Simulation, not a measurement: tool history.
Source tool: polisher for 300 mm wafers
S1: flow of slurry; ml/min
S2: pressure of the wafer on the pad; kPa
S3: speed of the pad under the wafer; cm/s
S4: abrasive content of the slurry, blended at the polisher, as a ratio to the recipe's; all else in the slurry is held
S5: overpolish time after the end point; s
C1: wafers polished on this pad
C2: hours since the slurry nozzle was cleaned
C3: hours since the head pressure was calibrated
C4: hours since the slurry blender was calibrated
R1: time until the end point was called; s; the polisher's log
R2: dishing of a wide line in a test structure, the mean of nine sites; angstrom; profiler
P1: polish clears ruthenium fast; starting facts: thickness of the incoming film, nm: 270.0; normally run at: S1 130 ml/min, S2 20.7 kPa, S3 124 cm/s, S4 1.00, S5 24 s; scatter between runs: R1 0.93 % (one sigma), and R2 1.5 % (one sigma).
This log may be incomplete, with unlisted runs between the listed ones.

run 1 hour=6.7 | S1=130 S2=20.7 S3=124 S4=1.00 S5=24 | C1=230 C2=356.6 C3=527.5 C4=144.3 | R1=44.068 R2=894.08
run 2 hour=10.9 | S1=130 S2=20.7 S3=124 S4=1.00 S5=24 | C1=264 C2=360.8 C3=531.7 C4=148.5 | R1=44.235 R2=887.99
run 3 hour=14.5 | S1=130 S2=20.7 S3=124 S4=1.00 S5=24 | C1=292 C2=364.4 C3=535.3 C4=152.1 | R1=44.376 R2=895.64
run 4 hour=18.9 | S1=130 S2=28.3 S3=182 S4=1.00 S5=24 | C1=327 C2=368.8 C3=539.7 C4=156.5 | R1=21.937 R2=1321.30
run 5 hour=23.3 | S1=130 S2=26.2 S3=124 S4=1.00 S5=24 | C1=362 C2=373.2 C3=544.1 C4=160.9 | R1=35.244 R2=1039.70
run 6 hour=30.5 | S1=130 S2=20.7 S3=124 S4=1.35 S5=24 | C1=420 C2=380.4 C3=551.3 C4=168.1 | R1=39.861 R2=968.02
run 7 hour=36.4 | S1=130 S2=20.7 S3=124 S4=1.00 S5=24 | C1=466 C2=386.3 C3=557.2 C4=174.0 | R1=44.196 R2=897.02
run 8 hour=39.9 | S1=130 S2=20.7 S3=86 S4=1.45 S5=24 | C1=494 C2=389.8 C3=560.7 C4=177.5 | R1=54.434 R2=774.08
run 9 hour=45.3 | S1=190 S2=20.7 S3=124 S4=1.00 S5=24 | C1=537 C2=395.2 C3=566.1 C4=182.9 | R1=41.457 R2=938.76
run 10 hour=50.7 | S1=130 S2=20.7 S3=124 S4=0.75 S5=24 | C1=580 C2=400.6 C3=571.5 C4=188.3 | R1=50.736 R2=799.97
run 11 hour=56.6 | S1=130 S2=20.7 S3=124 S4=1.00 S5=8 | C1=627 C2=406.5 C3=577.4 C4=194.2 | R1=44.890 R2=374.04
run 12 hour=63.2 | S1=130 S2=9.7 S3=124 S4=1.00 S5=24 | C1=679 C2=413.1 C3=584.0 C4=200.8 | R1=95.212 R2=495.71
run 13 hour=69.9 | S1=130 S2=20.7 S3=124 S4=1.00 S5=45 | C1=733 C2=419.8 C3=590.7 C4=207.5 | R1=43.878 R2=1264.00
run 14 hour=74.5 | S1=130 S2=20.7 S3=166 S4=1.00 S5=24 | C1=769 C2=424.4 C3=595.3 C4=212.1 | R1=32.720 R2=1072.40
run 15 hour=79.4 | S1=130 S2=20.7 S3=124 S4=1.00 S5=24 | C1=808 C2=429.3 C3=600.2 C4=217.0 | R1=44.916 R2=888.35
run 16 hour=84.5 | S1=90 S2=20.7 S3=124 S4=1.00 S5=24 | C1=849 C2=434.4 C3=605.3 C4=222.1 | R1=48.551 R2=854.07
run 17 hour=91.6 | S1=130 S2=20.7 S3=62 S4=1.00 S5=24 | C1=905 C2=441.5 C3=612.4 C4=229.2 | R1=87.612 R2=533.05
run 18 hour=95.6 | S1=130 S2=20.7 S3=124 S4=1.00 S5=24 | C1=937 C2=445.5 C3=616.4 C4=233.2 | R1=44.684 R2=930.08
run 19 hour=98.8 | S1=130 S2=20.7 S3=124 S4=1.00 S5=24 | C1=962 C2=448.7 C3=619.6 C4=236.4 | R1=44.604 R2=904.41
run 20 hour=104.8 | S1=130 S2=20.7 S3=124 S4=1.00 S5=24 | C1=1010 C2=454.7 C3=625.6 C4=242.4 | R1=44.157 R2=897.91
run 21 hour=108.8 | S1=130 S2=20.7 S3=124 S4=1.00 S5=24 | C1=1042 C2=458.7 C3=629.6 C4=246.4 | R1=46.406 R2=884.23
run 22 hour=115.3 | S1=130 S2=20.7 S3=124 S4=1.00 S5=24 | C1=1094 C2=465.2 C3=636.1 C4=252.9 | R1=48.309 R2=842.84
-- hour=118.6 head pressure recalibrated
-- hour=118.8 slurry blender recalibrated
run 23 hour=119.2 | S1=130 S2=20.7 S3=124 S4=1.00 S5=24 | C1=1125 C2=469.1 C3=0.7 C4=0.5 | R1=50.355 R2=850.81
run 24 hour=123.6 | S1=130 S2=20.7 S3=124 S4=1.00 S5=24 | C1=1159 C2=473.5 C3=5.1 C4=4.9 | R1=49.448 R2=849.69
run 25 hour=126.9 | S1=130 S2=20.7 S3=124 S4=1.00 S5=24 | C1=1186 C2=476.8 C3=8.4 C4=8.2 | R1=49.246 R2=823.91
run 26 hour=131.1 | S1=130 S2=20.7 S3=124 S4=1.00 S5=24 | C1=1219 C2=481.0 C3=12.6 C4=12.4 | R1=50.268 R2=832.41

P1 has crept away from where it was. The log is fitted equally well by each of these 2 causes, at the sizes shown:
A: slurry flow missing at the pad, % = 37.7
B: removal rate lost through wear of the pad, % = 11
Onset of the creep was near hour 104.8.
Every other cause this tool's parts could produce, and why it does not fit the log:
head's pressure below its setpoint, %: serviced at hour 118.6, which brought nothing back
abrasive missing from the slurry, %: serviced at hour 118.8, which brought nothing back

4 check runs are offered, each on 5 wafers whose results are averaged, their results left as question marks. Which one tells the causes apart?
run check 1 hour=135.3 | S1=130 S2=20.7 S3=124 S4=1.00 S5=43 | R1=? R2=?
run check 2 hour=135.3 | S1=130 S2=9.7 S3=62 S4=1.00 S5=24 | R1=? R2=?
run check 3 hour=135.3 | S1=130 S2=20.7 S3=124 S4=1.00 S5=45 | R1=? R2=?
run check 4 hour=135.3 | S1=185 S2=20.7 S3=124 S4=1.00 S5=24 | R1=? R2=?

What every check run would give for each of its results, assuming each possible cause in turn:
check=check_1 result=R1 if_A=49.824 if_B=49.794
check=check_1 result=R2 if_A=1175.30 if_B=1175.60
check=check_2 result=R1 if_A=213.530 if_B=213.400
check=check_2 result=R2 if_A=250.46 if_B=250.59
check=check_3 result=R1 if_A=49.824 if_B=49.794
check=check_3 result=R2 if_A=1201.40 if_B=1201.70
check=check_4 result=R1 if_A=45.452 if_B=46.898
check=check_4 result=R2 if_A=884.69 if_B=866.53
Per check, the gap between the least separated pair of causes, taken in the result that splits them most: check 1 0.06 %; check 2 0.06 %; check 3 0.06 %; check 4 3.13 %
The other checks would show nearly matching results whichever cause is true, so check 4 is the only one that separates the causes.

Then check 4 was run and gave: R1 45.331 s; R2 892.49 angstrom. Which cause is it?

It is A: slurry flow missing at the pad, %.
